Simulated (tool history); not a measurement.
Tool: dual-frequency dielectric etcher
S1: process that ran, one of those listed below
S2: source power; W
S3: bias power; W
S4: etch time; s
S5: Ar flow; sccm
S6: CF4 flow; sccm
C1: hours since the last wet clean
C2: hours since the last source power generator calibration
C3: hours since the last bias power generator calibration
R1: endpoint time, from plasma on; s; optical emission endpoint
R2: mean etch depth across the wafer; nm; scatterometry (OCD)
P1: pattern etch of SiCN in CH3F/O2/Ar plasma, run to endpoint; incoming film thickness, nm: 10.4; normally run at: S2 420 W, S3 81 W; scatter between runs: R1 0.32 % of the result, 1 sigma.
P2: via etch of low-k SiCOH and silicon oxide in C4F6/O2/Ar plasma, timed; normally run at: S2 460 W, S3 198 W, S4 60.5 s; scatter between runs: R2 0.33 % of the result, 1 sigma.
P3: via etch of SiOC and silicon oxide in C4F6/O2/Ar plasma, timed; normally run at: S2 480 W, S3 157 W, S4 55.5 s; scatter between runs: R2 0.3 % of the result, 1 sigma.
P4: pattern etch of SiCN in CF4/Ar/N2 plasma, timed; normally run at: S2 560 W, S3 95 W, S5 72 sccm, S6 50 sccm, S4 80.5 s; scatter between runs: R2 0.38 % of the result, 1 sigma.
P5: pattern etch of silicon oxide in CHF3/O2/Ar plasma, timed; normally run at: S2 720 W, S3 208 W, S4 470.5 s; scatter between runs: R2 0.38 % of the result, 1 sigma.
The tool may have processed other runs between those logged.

Run 1, hour 4.6: S1 P1, S2 420 W, S3 81 W; C1 204.5; C2 1195.6; C3 3150.5. Result: R1 26.345 s.
Run 2, hour 9.7: S1 P2, S2 300 W, S3 198 W, S4 60.5 s; C1 209.6; C2 1200.7; C3 3155.6. Result: R2 155.37 nm.
Run 3, hour 14.2: S1 P5, S2 720 W, S3 165 W, S4 470.5 s; C1 214.1; C2 1205.2; C3 3160.1. Result: R2 981.56 nm.
At hour 15: wet clean of the chamber.
Run 4, hour 18.6: S1 P4, S2 560 W, S3 95 W, S4 80.5 s, S5 72 sccm, S6 63 sccm; C1 3.6; C2 1209.6; C3 3164.5. Result: R2 94.005 nm.
Run 5, hour 22.9: S1 P4, S2 560 W, S3 116 W, S4 80.5 s, S5 72 sccm, S6 50 sccm; C1 7.9; C2 1213.9; C3 3168.8. Result: R2 98.656 nm.
Run 6, hour 27.8: S1 P1, S2 420 W, S3 112 W; C1 12.8; C2 1218.8; C3 3173.7. Result: R1 23.448 s.
Run 7, hour 31.4: S1 P2, S2 460 W, S3 198 W, S4 60.5 s; C1 16.4; C2 1222.4; C3 3177.3. Result: R2 184.43 nm.
Run 8, hour 36.7: S1 P3, S2 480 W, S3 157 W, S4 75.5 s; C1 21.7; C2 1227.7; C3 3182.6. Result: R2 86.316 nm.
Run 9, hour 39.4: S1 P4, S2 560 W, S3 95 W, S4 107.5 s, S5 72 sccm, S6 50 sccm; C1 24.4; C2 1230.4; C3 3185.3. Result: R2 123.11 nm.
Run 10, hour 41.7: S1 P1, S2 560 W, S3 61 W; C1 26.7; C2 1232.7; C3 3187.6. Result: R1 26.088 s.
Run 11, hour 45.4: S1 P1, S2 420 W, S3 81 W; C1 30.4; C2 1236.4; C3 3191.3. Result: R1 26.45 s.
Run 12, hour 50.2: S1 P4, S2 770 W, S3 95 W, S4 80.5 s, S5 72 sccm, S6 50 sccm; C1 35.2; C2 1241.2; C3 3196.1. Result: R2 121.3 nm.
Run 13, hour 52.9: S1 P5, S2 720 W, S3 208 W, S4 470.5 s; C1 37.9; C2 1243.9; C3 3198.8. Result: R2 1066.1 nm.
Run 14, hour 58.2: S1 P1, S2 310 W, S3 81 W; C1 43.2; C2 1249.2; C3 3204.1. Result: R1 29.564 s.
Run 15, hour 62.7: S1 P4, S2 560 W, S3 95 W, S4 80.5 s, S5 72 sccm, S6 50 sccm; C1 47.7; C2 1253.7; C3 3208.6. Result: R2 91.541 nm.
Run 16, hour 65.5: S1 P3, S2 480 W, S3 92 W, S4 55.5 s; C1 50.5; C2 1256.5; C3 3211.4. Result: R2 54.113 nm.
Run 17, hour 69.6: S1 P2, S2 460 W, S3 198 W, S4 78.5 s; C1 54.6; C2 1260.6; C3 3215.5. Result: R2 238.86 nm.
Run 18, hour 74.8: S1 P3, S2 390 W, S3 157 W, S4 55.5 s; C1 59.8; C2 1265.8; C3 3220.7. Result: R2 58.095 nm.
Run 19, hour 77.3: S1 P2, S2 460 W, S3 198 W, S4 60.5 s; C1 62.3; C2 1268.3; C3 3223.2. Result: R2 182.09 nm.
Run 20, hour 80.1: S1 P1, S2 560 W, S3 81 W; C1 65.1; C2 1271.1; C3 3226. Result: R1 23.683 s.
Run 21, hour 83: S1 P3, S2 480 W, S3 157 W, S4 55.5 s; C1 68; C2 1274; C3 3228.9. Result: R2 63.419 nm.
Run 22, hour 88.3: S1 P1, S2 420 W, S3 81 W; C1 73.3; C2 1279.3; C3 3234.2. Result: R1 26.463 s.
At hour 88.6: bias power generator calibrated.
Run 23, hour 91.6: S1 P2, S2 460 W, S3 272 W, S4 60.5 s; C1 76.6; C2 1282.6; C3 3.1. Result: R2 203.08 nm.
Run 24, hour 95.9: S1 P5, S2 870 W, S3 208 W, S4 470.5 s; C1 80.9; C2 1286.9; C3 7.4. Result: R2 1139.6 nm.
Run 25, hour 98.5: S1 P1, S2 420 W, S3 81 W; C1 83.5; C2 1289.5; C3 10. Result: R1 26.455 s.
Run 26, hour 102.1: S1 P3, S2 480 W, S3 157 W, S4 55.5 s; C1 87.1; C2 1293.1; C3 13.6. Result: R2 63.379 nm.
Run 27, hour 107: S1 P4, S2 560 W, S3 95 W, S4 80.5 s, S5 94 sccm, S6 50 sccm; C1 92; C2 1298; C3 18.5. Result: R2 88.606 nm.
Run 28, hour 110.6: S1 P1, S2 420 W, S3 58 W; C1 95.6; C2 1301.6; C3 22.1. Result: R1 29.774 s.
Run 29, hour 114.9: S1 P1, S2 420 W, S3 81 W; C1 99.9; C2 1305.9; C3 26.4. Result: R1 26.391 s.
Run 30, hour 119: S1 P5, S2 720 W, S3 208 W, S4 259 s; C1 104; C2 1310; C3 30.5. Result: R2 586.63 nm.
Run 31, hour 123.9: S1 P1, S2 420 W, S3 81 W; C1 108.9; C2 1314.9; C3 35.4. Result: R1 26.403 s.
Run 32, hour 127.8: S1 P1, S2 420 W, S3 81 W; C1 112.8; C2 1318.8; C3 39.3. Result: R1 26.175 s.
At hour 132.8: wet clean of the chamber.
Run 33, hour 133.1: S1 P1, S2 420 W, S3 81 W; C1 0.3; C2 1324.1; C3 44.6. Result: R1 26.131 s.
Run 34, hour 136.2: S1 P1, S2 420 W, S3 81 W; C1 3.4; C2 1327.2; C3 47.7. Result: R1 26.008 s.
Run 35, hour 139: S1 P1, S2 420 W, S3 81 W; C1 6.2; C2 1330; C3 50.5. Result: R1 25.976 s.
Run 36, hour 142.5: S1 P1, S2 420 W, S3 81 W; C1 9.7; C2 1333.5; C3 54. Result: R1 26.055 s.
Run 37, hour 145.7: S1 P1, S2 420 W, S3 81 W; C1 12.9; C2 1336.7; C3 57.2. Result: R1 25.947 s.

The log shows P1 creeping away from where it was. Any of the 2 causes listed here, at the size stated for it, fits the log just as well as the others:
A: bias power that arrives over what is set, % = 4.58
B: source power that arrives over what is set, % = 4.44
Onset of the creep was near hour 123.9.
Excluded causes, each with its reason:
chamber walls in a state that raises the etch rate, %: serviced at hour 132.8, which brought nothing back

Below are 4 check runs, each averaged over 2 wafers, with their results shown as question marks. Which of them would give clearly different results depending on which cause is behind the drift?
Run check 1, hour 148.9: S1 P5, S2 720 W, S3 175 W, S4 259 s. Result: R2 ?.
Run check 2, hour 148.9: S1 P3, S2 480 W, S3 109 W, S4 55.5 s. Result: R2 ?.
Run check 3, hour 148.9: S1 P2, S2 330 W, S3 198 W, S4 60.5 s. Result: R2 ?.
Run check 4, hour 148.9: S1 P4, S2 560 W, S3 95 W, S4 98 s, S5 88 sccm, S6 50 sccm. Result: R2 ?.

Check results expected under each cause:
  check  result    if A    if B
check 1      R2  560.53  561.58
check 2      R2  57.738  58.013
check 3      R2  163.72  164.06
check 4      R2  110.29  112.65
Gap, in per cent, between the two causes that each check separates least, read from the result that separates them most: check 1 0.19 %; check 2 0.48 %; check 3 0.21 %; check 4 2.11 %
Check 4 is the one run that separates the causes; every other check would come out nearly the same whichever cause is at work.

With check 4 done, the readings were: R2 112.13 nm. Identify which of the listed causes applies.

The cause is B: source power that arrives over what is set, %.
